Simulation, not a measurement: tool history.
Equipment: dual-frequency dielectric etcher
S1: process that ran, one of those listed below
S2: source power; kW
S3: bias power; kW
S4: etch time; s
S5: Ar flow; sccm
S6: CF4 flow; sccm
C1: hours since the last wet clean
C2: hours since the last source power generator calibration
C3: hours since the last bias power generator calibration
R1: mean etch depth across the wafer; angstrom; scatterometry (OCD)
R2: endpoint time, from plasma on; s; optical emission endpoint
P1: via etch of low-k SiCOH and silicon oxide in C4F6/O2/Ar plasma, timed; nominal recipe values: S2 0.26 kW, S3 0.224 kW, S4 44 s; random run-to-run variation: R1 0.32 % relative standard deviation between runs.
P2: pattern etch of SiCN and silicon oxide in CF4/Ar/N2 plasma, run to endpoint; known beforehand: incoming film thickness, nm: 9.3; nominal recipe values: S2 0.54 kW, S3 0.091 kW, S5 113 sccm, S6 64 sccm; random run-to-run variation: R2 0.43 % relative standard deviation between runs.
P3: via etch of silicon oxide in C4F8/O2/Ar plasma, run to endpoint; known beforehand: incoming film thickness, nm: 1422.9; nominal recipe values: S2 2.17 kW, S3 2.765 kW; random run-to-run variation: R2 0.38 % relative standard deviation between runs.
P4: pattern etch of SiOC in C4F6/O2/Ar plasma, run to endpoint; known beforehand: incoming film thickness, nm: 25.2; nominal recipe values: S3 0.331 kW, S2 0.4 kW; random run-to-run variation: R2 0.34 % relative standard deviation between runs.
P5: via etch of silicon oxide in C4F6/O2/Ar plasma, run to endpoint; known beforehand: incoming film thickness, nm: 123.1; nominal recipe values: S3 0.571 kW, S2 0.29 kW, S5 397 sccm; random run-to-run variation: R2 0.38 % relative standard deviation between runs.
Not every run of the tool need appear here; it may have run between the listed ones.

run,hour,S1,S2,S3,S4,S5,S6,C1,C2,C3,R1,R2
1,8,P1,0.26,0.224,44,,,108.4,787.4,946.8,1046.9,
2,19.8,P1,0.2,0.224,44,,,120.2,799.2,958.6,944.2,
3,27.1,P1,0.26,0.224,44,,,127.5,806.5,965.9,1043.9,
4,32.5,P4,0.4,0.331,,,,132.9,811.9,971.3,,9.8776
5,44,P1,0.26,0.178,34.5,,,144.4,823.4,982.8,756.84,
6,53.6,P1,0.33,0.224,44,,,154,833,992.4,1141.7,
7,63.9,P2,0.54,0.091,,113,64,164.3,843.3,1002.7,,8.6726
8,69.8,P1,0.26,0.224,44,,,170.2,849.2,1008.6,1046.9,
9,77.2,P5,0.29,0.571,,397,,177.6,856.6,1016,,29.534
10,86.9,P2,0.54,0.091,,113,46,187.3,866.3,1025.7,,9.1336
11,98.7,P5,0.29,0.699,,397,,199.1,878.1,1037.5,,27.442
12,109.7,P4,0.4,0.331,,,,210.1,889.1,1048.5,,9.89
13,117.7,P1,0.26,0.161,44,,,218.1,897.1,1056.5,932.45,
14,130.1,P1,0.26,0.224,44,,,230.5,909.5,1068.9,1046.9,
15,140,P3,1.7,2.765,,,,240.4,919.4,1078.8,,272.59
16,151.5,P2,0.54,0.091,,113,64,251.9,930.9,1090.3,,8.7979
17,157.1,P2,0.54,0.091,,71,64,257.5,936.5,1095.9,,8.164
18,163.3,P3,2.17,1.669,,,,263.7,942.7,1102.1,,285.85
19,169.7,P5,0.29,0.571,,317,,270.1,949.1,1108.5,,28.902
20,178.1,P2,0.72,0.091,,113,64,278.5,957.5,1116.9,,6.8117
21,186.1,P1,0.26,0.274,44,,,286.5,965.5,1124.9,1119.3,
22,197.1,P1,0.26,0.224,63,,,297.5,976.5,1135.9,1499.4,
23,207.8,P1,0.26,0.28,26,,,308.2,987.2,1146.6,665.59,
24,214.6,P1,0.34,0.147,44,,,315,994,1153.4,1012.5,
25,226.3,P5,0.29,0.571,,397,,326.7,1005.7,1165.1,,29.564
26,234.4,P4,0.4,0.465,,,,334.8,1013.8,1173.2,,8.7309
27,246.2,P1,0.26,0.224,24,,,346.6,1025.6,1185,569.12,
28,256.7,P4,0.24,0.331,,,,357.1,1036.1,1195.5,,11.988
29,267.4,P5,0.38,0.571,,397,,367.8,1046.8,1206.2,,26.804
30,273.2,P2,0.54,0.053,,113,64,373.6,1052.6,1212,,10.504
31,285.6,P3,2.17,2.765,,,,386,1065,1224.4,,247.61
32,297.3,P1,0.26,0.224,44,,,397.7,1076.7,1236.1,1040.9,
33,304,P1,0.26,0.224,44,,,404.4,1083.4,1242.8,1041.4,
34,312.3,P1,0.26,0.224,44,,,412.7,1091.7,1251.1,1037.2,
35,323.3,P1,0.26,0.224,44,,,423.7,1102.7,1262.1,1034.6,
36,331.1,P1,0.26,0.224,44,,,431.5,1110.5,1269.9,1029.7,
37,339.2,P1,0.26,0.224,44,,,439.6,1118.6,1278,1027.8,
38,351.1,P1,0.26,0.224,44,,,451.5,1130.5,1289.9,1031.2,
# hour 351.3: wet clean of the chamber
39,363.6,P1,0.26,0.224,44,,,12.4,1143,1302.4,1033.1,
40,375.7,P1,0.26,0.224,44,,,24.5,1155.1,1314.5,1031.5,
41,382.6,P1,0.26,0.224,44,,,31.4,1162,1321.4,1024,
42,393.6,P1,0.26,0.224,44,,,42.4,1173,1332.4,1031.7,

The log shows P1 creeping away from where it was. Any of the 2 causes listed here, at the size stated for it, fits the log just as well as the others:
A: source power that arrives under what is set, % = 4.11
B: bias power that arrives under what is set, % = 4.61
The creep began at about hour 297.3.
Why every other cause is out:
chamber walls in a state that lowers the etch rate, %: its service at hour 351.3 followed the start of the drift and did not put the process back to its old value

Consider the 4 check runs below, whose results appear as question marks and each of which averages 2 wafers. Which one distinguishes the causes, in that each cause would give it a clearly different result?
check 1,404.6,P5,0.35,0.571,,397,,,,,,?
check 2,404.6,P3,2.17,1.739,,,,,,,,?
check 3,404.6,P2,0.7,0.091,,75,64,,,,,?
check 4,404.6,P4,0.26,0.459,,,,,,,,?

How each check would come out, cause by cause:
check,result,if A,if B
check 1,R2,28.091,28.166
check 2,R2,288.1,286.95
check 3,R2,6.7933,6.6494
check 4,R2,10.468,10.492
How far apart the two closest causes lie, in the result that separates them most: check 1 0.27 %; check 2 0.4 %; check 3 2.14 %; check 4 0.23 %
Of the check runs offered, only check 3 discriminates between the causes; the rest would read about the same regardless of which cause applies.

Then check 3 was run and gave: R2 6.645 s. Which cause is it?

The cause is B: bias power that arrives under what is set, %.

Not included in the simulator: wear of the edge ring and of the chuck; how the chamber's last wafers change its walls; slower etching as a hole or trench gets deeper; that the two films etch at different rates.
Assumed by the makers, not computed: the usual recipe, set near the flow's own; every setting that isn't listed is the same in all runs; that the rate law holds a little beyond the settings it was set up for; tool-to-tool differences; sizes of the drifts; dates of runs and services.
